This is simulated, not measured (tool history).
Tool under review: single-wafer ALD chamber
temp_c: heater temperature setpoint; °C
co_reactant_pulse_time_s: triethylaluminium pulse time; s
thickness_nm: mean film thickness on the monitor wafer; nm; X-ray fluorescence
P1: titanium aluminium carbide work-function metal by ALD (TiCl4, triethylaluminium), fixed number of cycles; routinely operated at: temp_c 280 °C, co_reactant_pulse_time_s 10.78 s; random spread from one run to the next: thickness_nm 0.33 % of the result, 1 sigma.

run,day,temp_c,co_reactant_pulse_time_s,hours since the last thermocouple change,hours since the last triethylaluminium bottle change,thickness_nm
1,0.15,280,10.78,958.2,622.9,1.8818
2,0.417,257,7.95,964.6,629.3,1.6139
3,0.692,280,10.78,971.2,635.9,1.8953
4,0.942,263,10.78,977.2,641.9,1.7439
5,1.188,280,10.78,983.1,647.8,1.8899
6,1.338,280,10.78,986.7,651.4,1.8984
7,1.617,280,16.02,993.4,658.1,1.9347
8,1.779,280,3.6,997.3,662,1.3778
9,2.054,280,10.78,1003.9,668.6,1.8821
10,2.275,297,10.78,1009.2,673.9,2.0378
11,2.529,280,10.78,1015.3,680,1.882

What does the tool deliver on the next run?
12,2.754,280,10.78,1020.7,685.4,?

Run 12 produced thickness_nm 1.8849 nm.
